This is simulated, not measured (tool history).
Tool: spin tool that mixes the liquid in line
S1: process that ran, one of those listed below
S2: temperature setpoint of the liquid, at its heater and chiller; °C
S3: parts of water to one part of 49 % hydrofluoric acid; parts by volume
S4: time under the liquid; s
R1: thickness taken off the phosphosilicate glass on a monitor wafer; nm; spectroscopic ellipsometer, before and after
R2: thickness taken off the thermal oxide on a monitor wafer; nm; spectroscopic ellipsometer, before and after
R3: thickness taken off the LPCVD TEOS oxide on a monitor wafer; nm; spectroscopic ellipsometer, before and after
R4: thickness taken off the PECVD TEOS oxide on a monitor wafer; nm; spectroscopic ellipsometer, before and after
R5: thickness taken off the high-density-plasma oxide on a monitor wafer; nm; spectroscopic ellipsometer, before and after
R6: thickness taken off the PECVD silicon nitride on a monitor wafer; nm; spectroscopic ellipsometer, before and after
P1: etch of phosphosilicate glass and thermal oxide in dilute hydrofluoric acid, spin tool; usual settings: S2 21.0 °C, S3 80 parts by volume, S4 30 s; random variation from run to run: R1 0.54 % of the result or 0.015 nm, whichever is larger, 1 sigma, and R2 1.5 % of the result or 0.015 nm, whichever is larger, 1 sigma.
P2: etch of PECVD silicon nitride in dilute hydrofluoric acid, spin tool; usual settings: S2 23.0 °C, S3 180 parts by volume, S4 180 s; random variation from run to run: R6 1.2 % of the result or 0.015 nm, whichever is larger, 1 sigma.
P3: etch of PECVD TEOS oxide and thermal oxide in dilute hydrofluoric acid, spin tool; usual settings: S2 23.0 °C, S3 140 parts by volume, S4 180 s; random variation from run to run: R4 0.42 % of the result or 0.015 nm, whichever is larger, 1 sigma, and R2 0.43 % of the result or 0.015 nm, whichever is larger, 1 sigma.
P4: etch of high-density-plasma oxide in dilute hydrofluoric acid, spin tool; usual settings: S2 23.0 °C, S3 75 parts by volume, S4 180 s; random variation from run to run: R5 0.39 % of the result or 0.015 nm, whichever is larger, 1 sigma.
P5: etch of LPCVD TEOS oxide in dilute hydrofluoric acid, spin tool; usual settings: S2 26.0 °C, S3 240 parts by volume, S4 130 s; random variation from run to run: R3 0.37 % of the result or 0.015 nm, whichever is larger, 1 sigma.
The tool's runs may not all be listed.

{"run": 1, "hour": 7.2, "S1": "P1", "S2": 21.0, "S3": 80, "S4": 30, "R1": 39.416, "R2": 1.5988}
{"run": 2, "hour": 15.5, "S1": "P1", "S2": 21.0, "S3": 80, "S4": 45, "R1": 60.518, "R2": 2.458}
{"run": 3, "hour": 28.0, "S1": "P1", "S2": 17.0, "S3": 80, "S4": 30, "R1": 33.761, "R2": 1.4248}
{"run": 4, "hour": 36.2, "S1": "P5", "S2": 20.0, "S3": 240, "S4": 130, "R3": 9.916}
{"run": 5, "hour": 43.9, "S1": "P3", "S2": 23.0, "S3": 140, "S4": 180, "R2": 5.5819, "R4": 10.676}
{"run": 6, "hour": 51.3, "S1": "P4", "S2": 23.0, "S3": 75, "S4": 70, "R5": 8.8817}
{"run": 7, "hour": 60.9, "S1": "P1", "S2": 21.0, "S3": 80, "S4": 30, "R1": 39.846, "R2": 1.5735}
{"run": 8, "hour": 72.9, "S1": "P1", "S2": 21.0, "S3": 80, "S4": 30, "R1": 40.003, "R2": 1.5576}
{"run": 9, "hour": 80.7, "S1": "P5", "S2": 26.0, "S3": 240, "S4": 15, "R3": 1.4142}
{"run": 10, "hour": 87.1, "S1": "P5", "S2": 26.0, "S3": 240, "S4": 130, "R3": 12.378}
{"run": 11, "hour": 94.0, "S1": "P3", "S2": 23.0, "S3": 140, "S4": 345, "R2": 10.669, "R4": 20.503}
{"run": 12, "hour": 99.8, "S1": "P4", "S2": 23.0, "S3": 75, "S4": 180, "R5": 22.913}
{"run": 13, "hour": 107.3, "S1": "P5", "S2": 26.0, "S3": 65, "S4": 130, "R3": 56.297}
{"run": 14, "hour": 116.6, "S1": "P3", "S2": 23.0, "S3": 140, "S4": 180, "R2": 5.5893, "R4": 10.729}
{"run": 15, "hour": 127.1, "S1": "P3", "S2": 30.0, "S3": 140, "S4": 180, "R2": 7.2519, "R4": 13.902}
{"run": 16, "hour": 138.5, "S1": "P5", "S2": 26.0, "S3": 240, "S4": 130, "R3": 12.332}
{"run": 17, "hour": 147.8, "S1": "P3", "S2": 23.0, "S3": 25, "S4": 180, "R2": 35.855, "R4": 69.08}
{"run": 18, "hour": 159.9, "S1": "P1", "S2": 21.0, "S3": 20, "S4": 15, "R1": 85.799, "R2": 3.5014}
{"run": 19, "hour": 168.3, "S1": "P1", "S2": 21.0, "S3": 20, "S4": 30, "R1": 171.46, "R2": 6.8969}
{"run": 20, "hour": 177.6, "S1": "P1", "S2": 21.0, "S3": 80, "S4": 30, "R1": 40.073, "R2": 1.649}
{"run": 21, "hour": 184.8, "S1": "P4", "S2": 23.0, "S3": 35, "S4": 180, "R5": 51.403}
{"run": 22, "hour": 195.5, "S1": "P1", "S2": 28.5, "S3": 80, "S4": 30, "R1": 53.728, "R2": 2.1427}
{"run": 23, "hour": 201.1, "S1": "P1", "S2": 21.0, "S3": 80, "S4": 30, "R1": 40.304, "R2": 1.6083}
{"run": 24, "hour": 211.8, "S1": "P1", "S2": 21.0, "S3": 80, "S4": 15, "R1": 20.036, "R2": 0.8214}
{"run": 25, "hour": 221.0, "S1": "P2", "S2": 23.0, "S3": 310, "S4": 180, "R6": 1.1025}
{"run": 26, "hour": 228.1, "S1": "P2", "S2": 30.0, "S3": 180, "S4": 180, "R6": 2.8548}
{"run": 27, "hour": 235.9, "S1": "P1", "S2": 21.0, "S3": 45, "S4": 45, "R1": 110.21, "R2": 4.4368}
{"run": 28, "hour": 242.6, "S1": "P1", "S2": 21.0, "S3": 55, "S4": 60, "R1": 119.52, "R2": 4.8857}
{"run": 29, "hour": 248.4, "S1": "P2", "S2": 23.0, "S3": 180, "S4": 180, "R6": 1.8821}
{"run": 30, "hour": 257.5, "S1": "P1", "S2": 21.0, "S3": 140, "S4": 30, "R1": 21.144, "R2": 0.8574}
{"run": 31, "hour": 264.6, "S1": "P2", "S2": 23.0, "S3": 180, "S4": 275, "R6": 2.7547}
{"run": 32, "hour": 273.5, "S1": "P1", "S2": 21.0, "S3": 80, "S4": 30, "R1": 39.641, "R2": 1.5849}
{"run": 33, "hour": 280.0, "S1": "P4", "S2": 31.5, "S3": 75, "S4": 180, "R5": 31.872}
{"run": 34, "hour": 292.1, "S1": "P2", "S2": 23.0, "S3": 180, "S4": 180, "R6": 1.9054}
{"run": 35, "hour": 299.0, "S1": "P1", "S2": 21.0, "S3": 80, "S4": 30, "R1": 39.875, "R2": 1.5822}
{"run": 36, "hour": 304.6, "S1": "P1", "S2": 21.0, "S3": 80, "S4": 30, "R1": 38.848, "R2": 1.5664}
{"run": 37, "hour": 311.8, "S1": "P1", "S2": 21.0, "S3": 80, "S4": 30, "R1": 37.814, "R2": 1.5254}
{"run": 38, "hour": 323.4, "S1": "P1", "S2": 21.0, "S3": 80, "S4": 30, "R1": 37.271, "R2": 1.4883}
{"run": 39, "hour": 330.1, "S1": "P1", "S2": 21.0, "S3": 80, "S4": 30, "R1": 37.271, "R2": 1.5188}
{"run": 40, "hour": 341.7, "S1": "P1", "S2": 21.0, "S3": 80, "S4": 30, "R1": 36.896, "R2": 1.4836}
{"run": 41, "hour": 348.7, "S1": "P1", "S2": 21.0, "S3": 80, "S4": 30, "R1": 36.994, "R2": 1.5154}

What P1 gives has crept away from where it was. These 2 causes fit the log equally well, each at the size given:
A: hydrofluoric acid flow below the setpoint (%) = 6.78
B: liquid colder than its thermometer reads (K) = 1.86
The creep began at about hour 299.0.

4 check runs are offered, each on 5 wafers whose results are averaged, their results left as question marks. Which one tells the causes apart?
{"run": "check 1", "hour": 355.7, "S1": "P3", "S2": 28.0, "S3": 35, "S4": 180, "R2": "?", "R4": "?"}
{"run": "check 2", "hour": 355.7, "S1": "P2", "S2": 29.0, "S3": 180, "S4": 180, "R6": "?"}
{"run": "check 3", "hour": 355.7, "S1": "P4", "S2": 23.0, "S3": 40, "S4": 95, "R5": "?"}
{"run": "check 4", "hour": 355.7, "S1": "P5", "S2": 26.0, "S3": 75, "S4": 130, "R3": "?"}

What each check would give under each cause:
check=check_1 result=R2 if_A=28.9490 if_B=28.9030
check=check_1 result=R4 if_A=55.583 if_B=55.495
check=check_2 result=R6 if_A=2.5053 if_B=2.3997
check=check_3 result=R5 if_A=21.9480 if_B=21.8540
check=check_4 result=R3 if_A=44.4900 if_B=44.6250
How far apart the two closest causes lie, in the result that separates them most: check 1 0.16 %; check 2 4.31 %; check 3 0.43 %; check 4 0.3 %
Check 2 tells the causes apart: in the others they would give nearly the same result.

Check 2 was then run and gave: R6 2.3949 nm. Which cause is it?

It is B: liquid colder than its thermometer reads (K).

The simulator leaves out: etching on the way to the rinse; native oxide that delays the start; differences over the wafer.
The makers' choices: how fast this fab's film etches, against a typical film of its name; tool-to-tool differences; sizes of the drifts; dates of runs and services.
